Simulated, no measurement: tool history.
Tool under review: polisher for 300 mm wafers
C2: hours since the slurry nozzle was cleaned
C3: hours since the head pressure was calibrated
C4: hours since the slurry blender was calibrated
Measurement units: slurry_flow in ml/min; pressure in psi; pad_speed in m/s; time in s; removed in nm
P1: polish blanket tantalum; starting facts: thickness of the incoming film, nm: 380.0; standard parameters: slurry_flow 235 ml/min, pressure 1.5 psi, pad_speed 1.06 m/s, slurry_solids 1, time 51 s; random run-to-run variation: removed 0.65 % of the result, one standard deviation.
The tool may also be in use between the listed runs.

run 1 hour=9.2 | slurry_flow=235 pressure=1.5 pad_speed=1.06 slurry_solids=1 time=51 | wafers_polished_on_this_pad=283 C2=412.9 C3=970.8 C4=53.5 | removed=69.456
run 2 hour=24.7 | slurry_flow=235 pressure=1.5 pad_speed=1.06 slurry_solids=1.25 time=51 | wafers_polished_on_this_pad=482 C2=428.4 C3=986.3 C4=69 | removed=74.605
run 3 hour=31.7 | slurry_flow=235 pressure=1.1 pad_speed=1.06 slurry_solids=1 time=51 | wafers_polished_on_this_pad=572 C2=435.4 C3=993.3 C4=76 | removed=50.539
run 4 hour=42.7 | slurry_flow=235 pressure=1.5 pad_speed=1.06 slurry_solids=1 time=51 | wafers_polished_on_this_pad=713 C2=446.4 C3=1004.3 C4=87 | removed=69.62
run 5 hour=57.6 | slurry_flow=165 pressure=1.5 pad_speed=1.06 slurry_solids=1 time=51 | wafers_polished_on_this_pad=905 C2=461.3 C3=1019.2 C4=101.9 | removed=66.024
run 6 hour=65.8 | slurry_flow=235 pressure=1.5 pad_speed=1.06 slurry_solids=1 time=51 | wafers_polished_on_this_pad=1010 C2=469.5 C3=1027.4 C4=110.1 | removed=68.959
run 7 hour=74.1 | slurry_flow=360 pressure=1.5 pad_speed=1.06 slurry_solids=1 time=51 | wafers_polished_on_this_pad=1117 C2=477.8 C3=1035.7 C4=118.4 | removed=72.113
run 8 hour=86.3 | slurry_flow=235 pressure=1.5 pad_speed=1.06 slurry_solids=1 time=51 | wafers_polished_on_this_pad=1274 C2=490 C3=1047.9 C4=130.6 | removed=68.753
run 9 hour=95.2 | slurry_flow=235 pressure=1.5 pad_speed=1.6 slurry_solids=1 time=51 | wafers_polished_on_this_pad=1388 C2=498.9 C3=1056.8 C4=139.5 | removed=105.14
run 10 hour=104 | slurry_flow=235 pressure=1.5 pad_speed=1.06 slurry_solids=0.65 time=51 | wafers_polished_on_this_pad=1501 C2=507.7 C3=1065.6 C4=148.3 | removed=60.157
run 11 hour=111.3 | slurry_flow=235 pressure=1.5 pad_speed=1.06 slurry_solids=1 time=25 | wafers_polished_on_this_pad=1595 C2=515 C3=1072.9 C4=155.6 | removed=34.218
run 12 hour=122 | slurry_flow=235 pressure=2.1 pad_speed=1.06 slurry_solids=1 time=51 | wafers_polished_on_this_pad=1733 C2=525.7 C3=1083.6 C4=166.3 | removed=96.915
run 13 hour=136.7 | slurry_flow=235 pressure=1.5 pad_speed=1.06 slurry_solids=1 time=51 | wafers_polished_on_this_pad=1921 C2=540.4 C3=1098.3 C4=181 | removed=69.425
run 14 hour=148.1 | slurry_flow=235 pressure=1.5 pad_speed=0.78 slurry_solids=1 time=51 | wafers_polished_on_this_pad=2068 C2=551.8 C3=1109.7 C4=192.4 | removed=50.839
run 15 hour=156.5 | slurry_flow=235 pressure=1.5 pad_speed=1.38 slurry_solids=1 time=36 | wafers_polished_on_this_pad=2176 C2=560.2 C3=1118.1 C4=200.8 | removed=63.469
run 16 hour=170.5 | slurry_flow=235 pressure=1.5 pad_speed=1.06 slurry_solids=1 time=80 | wafers_polished_on_this_pad=2356 C2=574.2 C3=1132.1 C4=214.8 | removed=109.89
run 17 hour=183.1 | slurry_flow=235 pressure=1.5 pad_speed=1.06 slurry_solids=1 time=51 | wafers_polished_on_this_pad=2518 C2=586.8 C3=1144.7 C4=227.4 | removed=69.882
run 18 hour=193.8 | slurry_flow=235 pressure=1.5 pad_speed=1.06 slurry_solids=1 time=51 | wafers_polished_on_this_pad=2655 C2=597.5 C3=1155.4 C4=238.1 | removed=68.73
run 19 hour=206.9 | slurry_flow=235 pressure=1.5 pad_speed=1.06 slurry_solids=1 time=51 | wafers_polished_on_this_pad=2824 C2=610.6 C3=1168.5 C4=251.2 | removed=66.614
run 20 hour=215.4 | slurry_flow=235 pressure=1.5 pad_speed=1.06 slurry_solids=1 time=51 | wafers_polished_on_this_pad=2933 C2=619.1 C3=1177 C4=259.7 | removed=66.375
run 21 hour=224.8 | slurry_flow=235 pressure=1.5 pad_speed=1.06 slurry_solids=1 time=51 | wafers_polished_on_this_pad=3054 C2=628.5 C3=1186.4 C4=269.1 | removed=66.042
run 22 hour=237.3 | slurry_flow=235 pressure=1.5 pad_speed=1.06 slurry_solids=1 time=51 | wafers_polished_on_this_pad=3214 C2=641 C3=1198.9 C4=281.6 | removed=65.54
run 23 hour=248.7 | slurry_flow=235 pressure=1.5 pad_speed=1.06 slurry_solids=1 time=51 | wafers_polished_on_this_pad=3361 C2=652.4 C3=1210.3 C4=293 | removed=65.356
-- hour=260.3 slurry nozzle cleaned
run 24 hour=261.1 | slurry_flow=235 pressure=1.5 pad_speed=1.06 slurry_solids=1 time=51 | wafers_polished_on_this_pad=3520 C2=0.8 C3=1222.7 C4=305.4 | removed=64.994
-- hour=267.9 head pressure recalibrated
run 25 hour=271.4 | slurry_flow=235 pressure=1.5 pad_speed=1.06 slurry_solids=1 time=51 | wafers_polished_on_this_pad=3653 C2=11.1 C3=3.5 C4=315.7 | removed=65.398
run 26 hour=286.1 | slurry_flow=235 pressure=1.5 pad_speed=1.06 slurry_solids=1 time=51 | wafers_polished_on_this_pad=3842 C2=25.8 C3=18.2 C4=330.4 | removed=64.743
run 27 hour=299.9 | slurry_flow=235 pressure=1.5 pad_speed=1.06 slurry_solids=1 time=51 | wafers_polished_on_this_pad=4019 C2=39.6 C3=32 C4=344.2 | removed=64.531
run 28 hour=309.8 | slurry_flow=235 pressure=1.5 pad_speed=1.06 slurry_solids=1 time=51 | wafers_polished_on_this_pad=4146 C2=49.5 C3=41.9 C4=354.1 | removed=64.388

Compared with where it was, what P1 gives has crept away. Each cause listed below fits the log as well as the rest, at the size given for it:
A: abrasive missing from the slurry, % = 20.7
B: removal rate lost through wear of the pad, % = 6.93
The creep began at about hour 183.1.
Every other cause this tool's parts could produce, and why it does not fit the log:
slurry flow missing at the pad, %: serviced at hour 260.3, after the drift had started, without restoring the earlier output
head's pressure below its setpoint, %: serviced at hour 267.9, after the drift had started, without restoring the earlier output

You are offered 4 check runs, listed below with question marks in place of their results; each one averages 5 wafers. Which run separates the listed causes by giving clearly different results for each?
run check 1 hour=319.7 | slurry_flow=340 pressure=1.5 pad_speed=1.06 slurry_solids=1 time=51 | removed=?
run check 2 hour=319.7 | slurry_flow=235 pressure=1.2 pad_speed=1.06 slurry_solids=0.65 time=51 | removed=?
run check 3 hour=319.7 | slurry_flow=235 pressure=1.5 pad_speed=1.58 slurry_solids=1 time=32 | removed=?
run check 4 hour=319.7 | slurry_flow=175 pressure=1.5 pad_speed=1.06 slurry_solids=1 time=51 | removed=?

If the cause were each of the candidates in turn, the checks would give the following:
check=check_1 result=removed if_A=66.995 if_B=67.003
check=check_2 result=removed if_A=43.833 if_B=44.852
check=check_3 result=removed if_A=60.495 if_B=60.502
check=check_4 result=removed if_A=62.247 if_B=62.254
Minimum pairwise separation of causes per check, each pair taken at its best-separating result: check 1 0.01 %; check 2 2.3 %; check 3 0.01 %; check 4 0.01 %
Check 2 is the one run that separates the causes; every other check would come out nearly the same whichever cause is at work.

Check 2 was then run and gave: removed 44.83 nm. Which cause is it?

B is the cause: removal rate lost through wear of the pad, %.
